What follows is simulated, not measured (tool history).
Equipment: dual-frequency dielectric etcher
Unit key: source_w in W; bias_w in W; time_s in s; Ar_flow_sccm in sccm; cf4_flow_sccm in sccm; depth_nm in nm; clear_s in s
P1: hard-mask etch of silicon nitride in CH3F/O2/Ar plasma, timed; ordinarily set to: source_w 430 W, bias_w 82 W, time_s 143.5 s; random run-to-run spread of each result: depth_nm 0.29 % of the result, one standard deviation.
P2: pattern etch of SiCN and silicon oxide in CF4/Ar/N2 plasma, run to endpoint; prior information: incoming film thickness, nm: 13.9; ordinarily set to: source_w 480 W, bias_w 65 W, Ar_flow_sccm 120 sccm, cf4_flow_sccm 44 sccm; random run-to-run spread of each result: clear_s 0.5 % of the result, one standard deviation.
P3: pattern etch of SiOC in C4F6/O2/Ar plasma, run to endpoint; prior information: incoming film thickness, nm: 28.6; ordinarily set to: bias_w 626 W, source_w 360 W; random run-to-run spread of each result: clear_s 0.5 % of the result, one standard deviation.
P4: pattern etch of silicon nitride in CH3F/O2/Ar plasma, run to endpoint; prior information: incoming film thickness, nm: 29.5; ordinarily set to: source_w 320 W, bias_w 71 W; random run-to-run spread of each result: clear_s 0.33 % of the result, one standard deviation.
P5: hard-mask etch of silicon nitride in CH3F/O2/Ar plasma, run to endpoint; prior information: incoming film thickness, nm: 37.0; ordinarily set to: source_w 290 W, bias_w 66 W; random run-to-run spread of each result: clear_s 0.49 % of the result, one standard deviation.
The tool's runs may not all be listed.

run	day	process	source_w	bias_w	time_s	Ar_flow_sccm	cf4_flow_sccm	hours since the last wet clean	hours since the last source power generator calibration	hours since the last bias power generator calibration	depth_nm	clear_s
1	0.308	P1	430	82	143.5			415.1	2146.2	1232	107.46	
2	0.771	P1	430	82	92.5			426.2	2157.3	1243.1	69.549	
3	1.025	P1	300	82	143.5			432.3	2163.4	1249.2	94.711	
4	1.396	P2	480	65		120	44	441.2	2172.3	1258.1		17.292
5	1.846	P1	430	82	143.5			452	2183.1	1268.9	108.93	
6	2.225	P1	430	98	178.5			461.1	2192.2	1278	143.2	
7	2.525	P1	430	82	193			468.3	2199.4	1285.2	145.21	
8	2.85	P1	430	100	79			476.1	2207.2	1293	64.045	
9	3.1	P1	430	98	143.5			482.1	2213.2	1299	115.09	
10	3.454	P4	320	71				490.6	2221.7	1307.5		46.527
11	3.746	P4	210	71				497.6	2228.7	1314.5		54.568
12	4.212	P2	480	65		120	44	508.8	2239.9	1325.7		17.567
13	4.538	P2	620	65		120	44	516.6	2247.7	1333.5		13.866
14	4.779	P4	320	71				522.4	2253.5	1339.3		46.391
15	5.067	P2	480	88		120	44	529.3	2260.4	1346.2		15.655
16	5.371	P2	480	65		120	35	536.6	2267.7	1353.5		18.152
17	5.733	P1	430	55	143.5			545.3	2276.4	1362.2	94.181	
18	6.071	P1	290	82	204.5			553.4	2284.5	1370.3	132.39	
19	6.462	P1	530	82	143.5			562.8	2293.9	1379.7	117.01	
20	6.7	P5	290	51				568.5	2299.6	1385.4		66.479
# day 6.942: wet clean of the chamber
21	7.158	P1	430	82	143.5			5.2	2310.6	1396.4	107.87	
22	7.467	P2	480	65		161	44	12.6	2318	1403.8		18.481
23	7.733	P1	430	82	143.5			19	2324.4	1410.2	107.88	
24	8.042	P3	360	769				26.4	2331.8	1417.6		8.2917
25	8.354	P5	290	66				33.9	2339.3	1425.1		61.298
26	8.612	P3	360	626				40.1	2345.5	1431.3		9.0861
27	8.975	P4	320	51				48.8	2354.2	1440		51.915
28	9.446	P3	480	626				60.1	2365.5	1451.3		8.1073
29	9.738	P5	190	66				67.1	2372.5	1458.3		72.168
30	10.092	P1	430	82	143.5			75.6	2381	1466.8	107.94	
31	10.367	P1	430	82	143.5			82.2	2387.6	1473.4	108.34	
32	10.825	P1	430	82	143.5			93.2	2398.6	1484.4	109.07	
33	11.125	P1	430	82	143.5			100.4	2405.8	1491.6	109.11	
34	11.433	P1	430	82	143.5			107.8	2413.2	1499	109.38	
35	11.833	P1	430	82	143.5			117.4	2422.8	1508.6	109.03	
# day 12.046: wet clean of the chamber
36	12.058	P1	430	82	143.5			0.3	2428.2	1514	109.89	

What will run 37 give?
37	12.267	P1	430	82	143.5			5.3	2433.2	1519	?	

Run 37 yielded depth_nm 109.57 nm.

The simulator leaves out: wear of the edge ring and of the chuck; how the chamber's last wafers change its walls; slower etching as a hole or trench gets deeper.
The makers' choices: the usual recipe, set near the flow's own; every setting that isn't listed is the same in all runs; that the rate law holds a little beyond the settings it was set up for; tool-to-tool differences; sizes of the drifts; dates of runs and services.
